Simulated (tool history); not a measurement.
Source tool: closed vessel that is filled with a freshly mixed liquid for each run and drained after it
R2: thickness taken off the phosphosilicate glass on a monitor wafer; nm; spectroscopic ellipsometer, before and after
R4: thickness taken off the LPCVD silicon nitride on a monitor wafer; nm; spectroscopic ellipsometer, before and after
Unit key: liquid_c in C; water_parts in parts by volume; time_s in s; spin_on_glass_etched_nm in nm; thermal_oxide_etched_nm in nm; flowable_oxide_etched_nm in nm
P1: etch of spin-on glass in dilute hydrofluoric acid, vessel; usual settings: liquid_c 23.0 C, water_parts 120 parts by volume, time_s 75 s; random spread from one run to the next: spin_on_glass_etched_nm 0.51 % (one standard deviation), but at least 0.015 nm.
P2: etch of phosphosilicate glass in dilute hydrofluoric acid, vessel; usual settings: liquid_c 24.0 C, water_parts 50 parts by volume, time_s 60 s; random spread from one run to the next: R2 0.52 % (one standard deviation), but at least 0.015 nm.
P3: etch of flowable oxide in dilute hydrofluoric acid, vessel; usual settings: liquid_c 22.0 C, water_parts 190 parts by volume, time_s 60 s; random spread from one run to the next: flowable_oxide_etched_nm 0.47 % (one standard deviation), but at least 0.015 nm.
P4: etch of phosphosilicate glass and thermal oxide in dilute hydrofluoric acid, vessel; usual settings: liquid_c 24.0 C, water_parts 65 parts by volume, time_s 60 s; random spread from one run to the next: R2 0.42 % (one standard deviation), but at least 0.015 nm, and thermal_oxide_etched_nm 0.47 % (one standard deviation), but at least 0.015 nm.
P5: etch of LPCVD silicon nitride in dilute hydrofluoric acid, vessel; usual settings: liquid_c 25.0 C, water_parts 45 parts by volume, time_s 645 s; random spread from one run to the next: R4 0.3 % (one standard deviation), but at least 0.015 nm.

{"run": 1, "hour": 8.6, "process": "P1", "liquid_c": 23.0, "water_parts": 120, "time_s": 75, "spin_on_glass_etched_nm": 24.724}
{"run": 2, "hour": 17.2, "process": "P4", "liquid_c": 17.0, "water_parts": 65, "time_s": 60, "R2": 57.516, "thermal_oxide_etched_nm": 3.3715}
{"run": 3, "hour": 24.0, "process": "P5", "liquid_c": 25.0, "water_parts": 45, "time_s": 280, "R4": 3.4408}
{"run": 4, "hour": 32.3, "process": "P4", "liquid_c": 24.0, "water_parts": 105, "time_s": 60, "R2": 45.405, "thermal_oxide_etched_nm": 2.6615}
{"run": 5, "hour": 41.9, "process": "P4", "liquid_c": 24.0, "water_parts": 65, "time_s": 110, "R2": 141.77, "thermal_oxide_etched_nm": 8.2862}
{"run": 6, "hour": 49.9, "process": "P5", "liquid_c": 25.0, "water_parts": 45, "time_s": 645, "R4": 7.9838}
{"run": 7, "hour": 58.6, "process": "P3", "liquid_c": 22.0, "water_parts": 190, "time_s": 60, "flowable_oxide_etched_nm": 9.6328}
{"run": 8, "hour": 69.2, "process": "P1", "liquid_c": 17.0, "water_parts": 120, "time_s": 75, "spin_on_glass_etched_nm": 19.639}
{"run": 9, "hour": 78.4, "process": "P1", "liquid_c": 23.0, "water_parts": 120, "time_s": 75, "spin_on_glass_etched_nm": 24.773}
{"run": 10, "hour": 88.0, "process": "P5", "liquid_c": 30.5, "water_parts": 45, "time_s": 645, "R4": 11.452}
{"run": 11, "hour": 94.7, "process": "P2", "liquid_c": 19.5, "water_parts": 50, "time_s": 60, "R2": 111.46}
{"run": 12, "hour": 100.5, "process": "P3", "liquid_c": 22.0, "water_parts": 340, "time_s": 60, "flowable_oxide_etched_nm": 4.72}
{"run": 13, "hour": 111.3, "process": "P1", "liquid_c": 19.5, "water_parts": 70, "time_s": 75, "spin_on_glass_etched_nm": 39.786}
{"run": 14, "hour": 119.7, "process": "P2", "liquid_c": 24.0, "water_parts": 80, "time_s": 60, "R2": 79.886}
{"run": 15, "hour": 128.2, "process": "P2", "liquid_c": 24.0, "water_parts": 50, "time_s": 60, "R2": 134.11}
{"run": 16, "hour": 134.7, "process": "P1", "liquid_c": 29.5, "water_parts": 120, "time_s": 75, "spin_on_glass_etched_nm": 32.039}
{"run": 17, "hour": 139.5, "process": "P5", "liquid_c": 25.0, "water_parts": 45, "time_s": 645, "R4": 8.0083}
{"run": 18, "hour": 149.0, "process": "P1", "liquid_c": 23.0, "water_parts": 205, "time_s": 75, "spin_on_glass_etched_nm": 13.404}
{"run": 19, "hour": 159.2, "process": "P1", "liquid_c": 23.0, "water_parts": 120, "time_s": 75, "spin_on_glass_etched_nm": 25.065}
{"run": 20, "hour": 166.3, "process": "P1", "liquid_c": 18.5, "water_parts": 210, "time_s": 75, "spin_on_glass_etched_nm": 10.823}
{"run": 21, "hour": 175.1, "process": "P4", "liquid_c": 24.0, "water_parts": 65, "time_s": 60, "R2": 77.233, "thermal_oxide_etched_nm": 4.449}
{"run": 22, "hour": 182.5, "process": "P1", "liquid_c": 23.0, "water_parts": 120, "time_s": 30, "spin_on_glass_etched_nm": 10.008}
{"run": 23, "hour": 190.0, "process": "P3", "liquid_c": 27.5, "water_parts": 190, "time_s": 60, "flowable_oxide_etched_nm": 11.855}
{"run": 24, "hour": 200.1, "process": "P3", "liquid_c": 22.0, "water_parts": 190, "time_s": 85, "flowable_oxide_etched_nm": 13.583}
{"run": 25, "hour": 205.1, "process": "P2", "liquid_c": 24.0, "water_parts": 50, "time_s": 60, "R2": 133.69}
{"run": 26, "hour": 213.8, "process": "P1", "liquid_c": 23.0, "water_parts": 120, "time_s": 75, "spin_on_glass_etched_nm": 24.958}
{"run": 27, "hour": 221.2, "process": "P5", "liquid_c": 25.0, "water_parts": 25, "time_s": 645, "R4": 14.171}
{"run": 28, "hour": 231.6, "process": "P1", "liquid_c": 23.0, "water_parts": 25, "time_s": 75, "spin_on_glass_etched_nm": 135.43}
{"run": 29, "hour": 241.6, "process": "P1", "liquid_c": 23.0, "water_parts": 120, "time_s": 75, "spin_on_glass_etched_nm": 24.985}
{"run": 30, "hour": 248.2, "process": "P1", "liquid_c": 23.0, "water_parts": 120, "time_s": 120, "spin_on_glass_etched_nm": 40.008}
{"run": 31, "hour": 258.4, "process": "P2", "liquid_c": 24.0, "water_parts": 50, "time_s": 105, "R2": 236.02}
{"run": 32, "hour": 266.9, "process": "P1", "liquid_c": 23.0, "water_parts": 165, "time_s": 40, "spin_on_glass_etched_nm": 9.1503}
{"run": 33, "hour": 275.7, "process": "P3", "liquid_c": 22.0, "water_parts": 190, "time_s": 60, "flowable_oxide_etched_nm": 9.6997}
{"run": 34, "hour": 282.6, "process": "P1", "liquid_c": 23.0, "water_parts": 120, "time_s": 75, "spin_on_glass_etched_nm": 24.985}
{"run": 35, "hour": 287.7, "process": "P1", "liquid_c": 23.0, "water_parts": 120, "time_s": 75, "spin_on_glass_etched_nm": 24.434}
{"run": 36, "hour": 297.0, "process": "P1", "liquid_c": 23.0, "water_parts": 120, "time_s": 75, "spin_on_glass_etched_nm": 23.586}
{"run": 37, "hour": 303.9, "process": "P1", "liquid_c": 23.0, "water_parts": 120, "time_s": 75, "spin_on_glass_etched_nm": 23.446}
{"run": 38, "hour": 313.8, "process": "P1", "liquid_c": 23.0, "water_parts": 120, "time_s": 75, "spin_on_glass_etched_nm": 23.05}
{"run": 39, "hour": 324.8, "process": "P1", "liquid_c": 23.0, "water_parts": 120, "time_s": 75, "spin_on_glass_etched_nm": 22.989}
{"run": 40, "hour": 335.2, "process": "P1", "liquid_c": 23.0, "water_parts": 120, "time_s": 75, "spin_on_glass_etched_nm": 23.095}

Something has made what P1 gives creep away from where it was; the 2 causes below, each at its own stated size, fit the log equally well:
A: hydrofluoric acid flow below the setpoint (%) = 6.79
B: liquid colder than its thermometer reads (K) = 2.02
The creep began at about hour 282.6.

Each of the 4 check runs below uses one wafer; its results are left as question marks. Which run tells the causes apart?
{"run": "check 1", "hour": 345.6, "process": "P5", "liquid_c": 25.0, "water_parts": 45, "time_s": 645, "R4": "?"}
{"run": "check 2", "hour": 345.6, "process": "P3", "liquid_c": 22.0, "water_parts": 190, "time_s": 60, "flowable_oxide_etched_nm": "?"}
{"run": "check 3", "hour": 345.6, "process": "P4", "liquid_c": 24.0, "water_parts": 65, "time_s": 60, "R2": "?", "thermal_oxide_etched_nm": "?"}
{"run": "check 4", "hour": 345.6, "process": "P2", "liquid_c": 24.0, "water_parts": 50, "time_s": 60, "R2": "?"}

What every check run would give for each of its results, assuming each possible cause in turn:
check=check_1 result=R4 if_A=7.4451 if_B=6.9577
check=check_2 result=flowable_oxide_etched_nm if_A=8.8677 if_B=8.9295
check=check_3 result=R2 if_A=71.538 if_B=71.087
check=check_3 result=thermal_oxide_etched_nm if_A=4.1392 if_B=4.1131
check=check_4 result=R2 if_A=124.470 if_B=123.390
Distance between the nearest two causes, measured in the result of the check that separates them most: check 1 6.77 %; check 2 0.69 %; check 3 0.63 %; check 4 0.87 %
Check 1 distinguishes between the causes, while the remaining checks would return nearly the same result for all of them.

The results of check 1 are: R4 6.9959 nm. Based on these, which of the listed causes is it?

B is the cause: liquid colder than its thermometer reads (K).

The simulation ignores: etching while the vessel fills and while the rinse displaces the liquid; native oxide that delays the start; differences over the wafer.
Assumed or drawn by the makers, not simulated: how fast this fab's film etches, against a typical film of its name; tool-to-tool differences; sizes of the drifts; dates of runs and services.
